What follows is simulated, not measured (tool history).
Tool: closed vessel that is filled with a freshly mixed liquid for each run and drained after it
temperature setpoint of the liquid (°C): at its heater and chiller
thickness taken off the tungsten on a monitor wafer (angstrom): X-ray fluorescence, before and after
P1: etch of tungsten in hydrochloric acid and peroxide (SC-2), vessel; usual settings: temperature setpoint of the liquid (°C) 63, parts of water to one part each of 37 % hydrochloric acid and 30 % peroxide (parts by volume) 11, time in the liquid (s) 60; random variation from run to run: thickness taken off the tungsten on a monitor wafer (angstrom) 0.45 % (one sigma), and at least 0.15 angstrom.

run,day,temperature setpoint of the liquid (°C),parts of water to one part each of 37 % hydrochloric acid and 30 % peroxide (parts by volume),time in the liquid (s),hours since the thermometer was replaced,hours since the chemicals flow meter was replaced,hours since the drum of peroxide was connected,thickness taken off the tungsten on a monitor wafer (angstrom)
1,0.467,63,11,60,369.5,1294,805,171.25
2,1.075,48,11,60,384.1,1308.6,819.6,64.969
3,1.688,63,11,30,398.8,1323.3,834.3,85.557
4,2.112,51,4,60,409,1333.5,844.5,173.38
5,2.65,63,11,95,421.9,1346.4,857.4,270.61
6,3.3,63,4,60,437.5,1362,873,367.14
7,3.904,63,11,60,452,1376.5,887.5,170.05
8,4.475,63,11,60,465.7,1390.2,901.2,170.86
9,5.121,72,11,60,481.2,1405.7,916.7,292.42
10,5.788,63,11,60,497.2,1421.7,932.7,170.59
11,6.3,63,11,60,509.5,1434,945,170.66
12,6.617,63,19,60,517.1,1441.6,952.6,106.19
13,7.05,63,11,60,527.5,1452,963,170.9
14,7.471,63,11,60,537.6,1462.1,973.1,170.7
15,8.129,63,11,60,553.4,1477.9,988.9,165.48
16,8.617,63,11,60,565.1,1489.6,1000.6,162.62

The next listed run, before its measurement:
17,9.017,63,11,60,574.7,1499.2,1010.2,?

thickness taken off the tungsten on a monitor wafer (angstrom): 161.31
